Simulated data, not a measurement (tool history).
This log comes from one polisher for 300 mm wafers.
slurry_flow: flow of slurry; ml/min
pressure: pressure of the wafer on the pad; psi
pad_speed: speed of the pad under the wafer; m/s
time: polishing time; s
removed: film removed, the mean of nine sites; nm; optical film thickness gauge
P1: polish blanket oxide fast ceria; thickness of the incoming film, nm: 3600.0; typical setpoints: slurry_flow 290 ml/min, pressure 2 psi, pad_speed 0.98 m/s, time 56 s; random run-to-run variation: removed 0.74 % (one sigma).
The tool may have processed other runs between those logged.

| run | day | slurry_flow | pressure | pad_speed | time | wafers polished on this pad | hours since the slurry nozzle was cleaned | hours since the head pressure was calibrated | removed |
|---|---|---|---|---|---|---|---|---|---|
| 1 | 0.617 | 290 | 2 | 0.98 | 56 | 911 | 282.6 | 714.1 | 590.72 |
| 2 | 1.358 | 290 | 2 | 1.44 | 56 | 1148 | 300.4 | 731.9 | 868.41 |
| 3 | 1.888 | 290 | 2 | 0.98 | 56 | 1317 | 313.1 | 744.6 | 585.34 |
| 4 | 2.608 | 290 | 2 | 0.98 | 56 | 1548 | 330.4 | 761.9 | 587.81 |
| 5 | 3.088 | 290 | 2 | 0.98 | 56 | 1701 | 341.9 | 773.4 | 594.84 |
| 6 | 3.583 | 290 | 2.5 | 0.98 | 56 | 1859 | 353.8 | 785.3 | 745.01 |
| 7 | 4.179 | 440 | 2 | 0.98 | 86 | 2050 | 368.1 | 799.6 | 930.07 |
| 8 | 4.683 | 290 | 2 | 0.98 | 56 | 2211 | 380.2 | 811.7 | 589.33 |
| 9 | 5.375 | 290 | 2 | 0.98 | 56 | 2432 | 396.8 | 828.3 | 590.12 |
| 10 | 5.821 | 455 | 2 | 0.98 | 56 | 2574 | 407.5 | 839 | 612.02 |
| 11 | 6.167 | 290 | 2 | 0.98 | 30 | 2685 | 415.8 | 847.3 | 313.88 |
| 12 | 6.729 | 185 | 2 | 0.98 | 56 | 2864 | 429.3 | 860.8 | 567.41 |
| 13 | 7.129 | 290 | 2 | 0.98 | 73 | 2992 | 438.9 | 870.4 | 761.91 |
| 14 | 7.821 | 290 | 2 | 0.58 | 56 | 3213 | 455.5 | 887 | 349.48 |
| 15 | 8.312 | 290 | 1.2 | 1.46 | 56 | 3370 | 467.3 | 898.8 | 528.93 |
| 16 | 8.858 | 290 | 0.9 | 0.98 | 56 | 3545 | 480.4 | 911.9 | 265.01 |
| 17 | 9.446 | 290 | 2 | 0.98 | 56 | 3732 | 494.5 | 926 | 592.73 |

The next listed run, before its measurement:
| 18 | 9.796 | 290 | 2 | 0.98 | 56 | 3844 | 502.9 | 934.4 | ? |

Run 18 came out at removed 577.08 nm.

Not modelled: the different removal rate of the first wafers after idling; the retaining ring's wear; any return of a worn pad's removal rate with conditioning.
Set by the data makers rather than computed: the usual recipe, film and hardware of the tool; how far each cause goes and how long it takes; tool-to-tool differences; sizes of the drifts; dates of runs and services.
